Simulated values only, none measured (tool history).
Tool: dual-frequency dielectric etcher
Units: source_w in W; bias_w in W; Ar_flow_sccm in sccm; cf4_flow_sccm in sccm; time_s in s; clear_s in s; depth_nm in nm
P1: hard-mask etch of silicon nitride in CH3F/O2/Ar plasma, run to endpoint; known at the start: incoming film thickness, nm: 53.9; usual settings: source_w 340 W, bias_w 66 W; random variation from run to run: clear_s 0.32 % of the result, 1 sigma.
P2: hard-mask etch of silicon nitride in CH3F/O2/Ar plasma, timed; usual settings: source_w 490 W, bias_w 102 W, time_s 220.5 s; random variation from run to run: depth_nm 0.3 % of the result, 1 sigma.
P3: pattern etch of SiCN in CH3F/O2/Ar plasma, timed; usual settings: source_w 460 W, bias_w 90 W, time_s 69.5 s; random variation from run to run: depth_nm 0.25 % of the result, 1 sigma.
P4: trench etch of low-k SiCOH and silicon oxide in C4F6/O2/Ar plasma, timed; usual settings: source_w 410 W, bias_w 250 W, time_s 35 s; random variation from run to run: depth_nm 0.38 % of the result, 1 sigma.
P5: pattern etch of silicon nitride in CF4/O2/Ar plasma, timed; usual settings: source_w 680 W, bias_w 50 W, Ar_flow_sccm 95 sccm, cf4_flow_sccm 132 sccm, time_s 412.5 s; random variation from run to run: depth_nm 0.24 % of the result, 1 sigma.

run     day  process  source_w  bias_w  Ar_flow_sccm  cf4_flow_sccm  time_s  hours since the last wet clean  hours since the last source power generator calibration  hours since the last bias power generator calibration  clear_s  depth_nm
  1   0.417       P1       340      66                                                                390.8                                                   1989.5                                                 2350.5   83.666
  2   0.729       P1       340      66                                                                398.3                                                     1997                                                   2358   83.501
  3   0.929       P1       340      66                                                                403.1                                                   2001.8                                                 2362.8   84.023
  4   1.279       P1       340      81                                                                411.5                                                   2010.2                                                 2371.2   78.222
  5   1.521       P5       680      63            95            132   412.5                           417.3                                                     2016                                                   2377             1156.8
  6   1.888       P4       410     336                                   35                           426.1                                                   2024.8                                                 2385.8             139.51
  7   2.238       P1       240      66                                                                434.5                                                   2033.2                                                 2394.2   95.694
  8   2.467       P5       550      50            95            132   412.5                             440                                                   2038.7                                                 2399.7             884.83
  9   2.758       P4       410     250                                   35                             447                                                   2045.7                                                 2406.7             126.12
 10   3.146       P5       680      50            95            132     580                           456.3                                                     2055                                                   2416             1503.5
 11   3.338       P2       490     102                                296.5                           460.9                                                   2059.6                                                 2420.6             256.61
 12   3.746       P1       340      66                                                                470.7                                                   2069.4                                                 2430.4   83.782
 13   4.071       P2       680     102                                220.5                           478.5                                                   2077.2                                                 2438.2             215.61
      4.217  -- bias power generator calibrated
 14   4.458       P2       490      60                                220.5                           487.8                                                   2086.5                                                    5.8             158.75
 15   4.762       P3       340      90                                 69.5                           495.1                                                   2093.8                                                   13.1             26.865
 16   4.979       P2       490     102                                220.5                           500.3                                                     2099                                                   18.3             189.52
 17   5.192       P3       460      90                                 69.5                           505.4                                                   2104.1                                                   23.4             29.944
 18   5.554       P1       260      79                                                                514.1                                                   2112.8                                                   32.1   87.213
 19   5.812       P3       460      90                                 69.5                           520.3                                                     2119                                                   38.3             29.979
 20   6.012       P4       410     250                                   35                           525.1                                                   2123.8                                                   43.1             125.66
 21   6.221       P5       680      50            95            184   412.5                           530.1                                                   2128.8                                                   48.1             1097.9
 22   6.446       P4       410     250                                   24                           535.5                                                   2134.2                                                   53.5             87.493
 23   6.858       P1       340      46                                                                545.4                                                   2144.1                                                   63.4   93.893
 24   7.192       P3       460      90                                  100                           553.4                                                   2152.1                                                   71.4             43.189
 25   7.529       P1       440      66                                                                561.5                                                   2160.2                                                   79.5   76.338
 26   7.779       P4       500     250                                   35                           567.5                                                   2166.2                                                   85.5             136.52
 27   8.029       P5       680      50           120            132   412.5                           573.5                                                   2172.2                                                   91.5             1035.4
 28   8.367       P5       680      50            95            132   412.5                           581.6                                                   2180.3                                                   99.6             1067.1
 29   8.567       P1       340      66                                                                586.4                                                   2185.1                                                  104.4   83.788
 30   8.967       P3       460     126                                 69.5                             596                                                   2194.7                                                    114             34.049
 31   9.217       P1       340      66                                                                  602                                                   2200.7                                                    120   83.945
 32   9.533       P1       340      66                                                                609.6                                                   2208.3                                                  127.6   83.133
 33   9.854       P1       340      66                                                                617.3                                                     2216                                                  135.3   83.146
 34  10.229       P1       340      66                                                                626.3                                                     2225                                                  144.3   83.059
 35  10.425       P1       340      66                                                                  631                                                   2229.7                                                    149   82.014
 36  10.833       P1       340      66                                                                640.8                                                   2239.5                                                  158.8   82.816
     11.121  -- wet clean of the chamber
 37    11.2       P1       340      66                                                                    2                                                   2248.3                                                  167.6    83.19
 38  11.608       P1       340      66                                                                 11.8                                                   2258.1                                                  177.4   82.485
 39  12.038       P1       340      66                                                                 22.1                                                   2268.4                                                  187.7   82.649

What P1 gives has crept away from where it was. These 2 causes fit the log equally well, each at the size given:
A: source power that arrives over what is set, % = 4.27
B: bias power that arrives over what is set, % = 4.76
The creep began at about day 9.217.
Why every other cause is out:
chamber walls in a state that raises the etch rate, %: serviced at day 11.121, which brought nothing back

4 check runs are offered, one wafer each, their results left as question marks. Which one tells the causes apart?
check 1  12.467       P4       410     328                                   35                                                                                                                                                                  ?
check 2  12.467       P3       390     115                                 69.5                                                                                                                                                                  ?
check 3  12.467       P5       680      50            95            173     536                                                                                                                                                                  ?
check 4  12.467       P2       670      84                                220.5                                                                                                                                                                  ?

What each check would give under each cause:
  check    result    if A    if B
check 1  depth_nm   141.3  141.41
check 2  depth_nm   31.41  31.497
check 3  depth_nm  1474.3  1443.7
check 4  depth_nm  203.25  203.26
How far apart the two closest causes lie, in the result that separates them most: check 1 0.08 %; check 2 0.27 %; check 3 2.09 %; check 4 0.01 %
Only check 3 tells the causes apart: in the others they would give nearly the same result.

Check 3 was then run and gave: depth_nm 1477 nm. Which cause is it?

It is A: source power that arrives over what is set, %.

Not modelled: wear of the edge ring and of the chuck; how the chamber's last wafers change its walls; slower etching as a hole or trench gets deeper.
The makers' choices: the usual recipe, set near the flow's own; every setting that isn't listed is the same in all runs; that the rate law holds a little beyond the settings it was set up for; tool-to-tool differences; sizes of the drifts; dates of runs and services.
